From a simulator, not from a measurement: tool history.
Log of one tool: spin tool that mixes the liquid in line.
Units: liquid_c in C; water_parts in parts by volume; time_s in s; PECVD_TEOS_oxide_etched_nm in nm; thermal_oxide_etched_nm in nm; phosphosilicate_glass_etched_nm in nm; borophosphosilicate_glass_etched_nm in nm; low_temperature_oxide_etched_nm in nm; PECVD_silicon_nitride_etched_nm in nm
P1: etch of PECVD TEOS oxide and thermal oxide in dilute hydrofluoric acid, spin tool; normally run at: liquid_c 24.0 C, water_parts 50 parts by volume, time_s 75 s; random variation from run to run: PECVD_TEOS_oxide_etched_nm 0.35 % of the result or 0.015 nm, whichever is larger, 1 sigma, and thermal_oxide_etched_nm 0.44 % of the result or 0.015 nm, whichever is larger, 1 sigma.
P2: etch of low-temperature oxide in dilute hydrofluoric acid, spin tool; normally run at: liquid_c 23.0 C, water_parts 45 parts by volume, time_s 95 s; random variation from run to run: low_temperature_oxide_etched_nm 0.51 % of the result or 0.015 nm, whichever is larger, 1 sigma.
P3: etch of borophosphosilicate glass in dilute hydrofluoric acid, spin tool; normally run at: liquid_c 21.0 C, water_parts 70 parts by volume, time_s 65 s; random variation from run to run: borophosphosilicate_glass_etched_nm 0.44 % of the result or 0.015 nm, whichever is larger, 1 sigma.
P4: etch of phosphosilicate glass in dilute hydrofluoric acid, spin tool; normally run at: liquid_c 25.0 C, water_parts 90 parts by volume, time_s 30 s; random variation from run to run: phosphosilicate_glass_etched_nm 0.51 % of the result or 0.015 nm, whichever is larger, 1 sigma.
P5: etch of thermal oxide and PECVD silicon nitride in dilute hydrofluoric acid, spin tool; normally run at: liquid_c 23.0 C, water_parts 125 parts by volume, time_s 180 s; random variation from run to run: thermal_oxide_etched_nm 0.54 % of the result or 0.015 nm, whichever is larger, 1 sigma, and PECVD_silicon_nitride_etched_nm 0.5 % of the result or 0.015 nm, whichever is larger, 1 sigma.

run	hour	process	liquid_c	water_parts	time_s	hours since the thermometer was replaced	hours since the hydrofluoric acid flow meter was replaced	PECVD_TEOS_oxide_etched_nm	thermal_oxide_etched_nm	phosphosilicate_glass_etched_nm	borophosphosilicate_glass_etched_nm	low_temperature_oxide_etched_nm	PECVD_silicon_nitride_etched_nm
1	8.8	P1	24.0	50	75	1101.2	1482.6	37.3310	7.5214				
2	16.9	P1	24.0	70	45	1109.3	1490.7	15.5240	3.1175				
3	25.0	P1	31.5	75	75	1117.4	1498.8	32.1350	6.5036				
4	35.8	P1	24.0	80	105	1128.2	1509.6	31.2920	6.3243				
5	46.9	P4	25.0	50	30	1139.3	1520.7			39.502			
6	55.3	P1	24.0	20	75	1147.7	1529.1	97.0120	19.4330				
7	65.4	P1	24.0	50	75	1157.8	1539.2	37.1910	7.4602				
8	74.3	P1	24.0	50	15	1166.7	1548.1	7.4669	1.5049				
9	79.6	P3	21.0	70	100	1172.0	1553.4				54.195		
10	86.2	P2	23.0	45	95	1178.6	1560.0					38.8580	
11	94.4	P2	23.0	45	95	1186.8	1568.2					39.2670	
12	100.5	P2	31.5	45	95	1192.9	1574.3					54.7290	
13	107.7	P1	28.0	50	75	1200.1	1581.5	43.6920	8.7990				
14	116.8	P1	24.0	50	130	1209.2	1590.6	64.9810	13.0130				
15	125.7	P1	24.0	90	75	1218.1	1599.5	19.5830	3.9581				
16	135.8	P4	17.0	90	30	1228.2	1609.6			15.004			
17	142.4	P1	24.0	50	75	1234.8	1616.2	37.3530	7.5597				
18	153.3	P4	25.0	90	30	1245.7	1627.1			20.730			
19	163.5	P2	23.0	45	20	1255.9	1637.3					8.1818	
20	173.5	P2	23.0	30	95	1265.9	1647.3					59.2050	
21	182.1	P1	24.0	50	75	1274.5	1655.9	37.0570	7.5363				
22	187.7	P3	21.0	70	65	1280.1	1661.5				35.447		
23	197.4	P1	24.0	50	75	1289.8	1671.2	37.0340	7.5179				
24	205.2	P5	23.0	200	180	1297.6	1679.0		3.5973				3.4813
25	213.3	P5	23.0	125	285	1305.7	1687.1		9.8640				8.7221
26	222.0	P1	17.0	50	75	1314.4	1695.8	27.5950	5.5998				
27	228.1	P3	17.0	70	65	1320.5	1701.9				29.625		
28	235.5	P5	23.0	125	180	1327.9	1709.3		6.2873				5.5223
29	244.2	P3	21.0	110	65	1336.6	1718.0				21.410		
30	252.7	P1	24.0	50	75	1345.1	1726.5	37.2080	7.4860				
31	259.2	P4	25.0	90	15	1351.6	1733.0			10.405			
32	270.3	P5	23.0	125	180	1362.7	1744.1		6.2883				5.5489
33	275.8	P5	17.0	125	180	1368.2	1749.6		4.8634				3.7175
34	281.6	P1	24.0	50	75	1374.0	1755.4	37.2130	7.5381				
35	286.8	P1	24.0	50	75	1379.2	1760.6	37.8530	7.6076				
36	294.4	P1	24.0	50	75	1386.8	1768.2	38.4090	7.7661				
37	304.8	P1	24.0	50	75	1397.2	1778.6	38.8320	7.8885				
38	309.8	P1	24.0	50	75	1402.2	1783.6	39.0690	7.8538				
39	318.4	P1	24.0	50	75	1410.8	1792.2	39.2340	7.9008				
40	324.7	P1	24.0	50	75	1417.1	1798.5	39.1930	7.8988				
41	330.1	P1	24.0	50	75	1422.5	1803.9	39.1370	7.9595				
42	335.4	P1	24.0	50	75	1427.8	1809.2	39.2620	7.9316				
43	341.5	P1	24.0	50	75	1433.9	1815.3	39.3590	7.9027				
44	347.1	P1	24.0	50	75	1439.5	1820.9	39.3570	7.9901				

What P1 gives has crept away from where it was. These 2 causes fit the log equally well, each at the size given:
A: hydrofluoric acid flow above the setpoint (%) = 5.41
B: liquid hotter than its thermometer reads (K) = 1.38
The creep began at about hour 281.6.

4 check runs are offered, each on 2 wafers whose results are averaged, their results left as question marks. Which one tells the causes apart?
check 1	352.7	P5	23.0	125	180				?				?
check 2	352.7	P3	21.0	70	65						?		
check 3	352.7	P2	23.0	45	95							?	
check 4	352.7	P4	25.0	90	30					?			

What each check would give under each cause:
check	result	if A	if B
check 1	thermal_oxide_etched_nm	6.6169	6.5751
check 1	PECVD_silicon_nitride_etched_nm	5.8728	6.1019
check 2	borophosphosilicate_glass_etched_nm	37.139	37.140
check 3	low_temperature_oxide_etched_nm	41.1560	41.2160
check 4	phosphosilicate_glass_etched_nm	21.987	21.891
How far apart the two closest causes lie, in the result that separates them most: check 1 3.83 %; check 2 0 %; check 3 0.15 %; check 4 0.44 %
Check 1 tells the causes apart: in the others they would give nearly the same result.

Check 1 was then run and gave: thermal_oxide_etched_nm 6.6628 nm; PECVD_silicon_nitride_etched_nm 5.8817 nm. Which cause is it?

It is A: hydrofluoric acid flow above the setpoint (%).
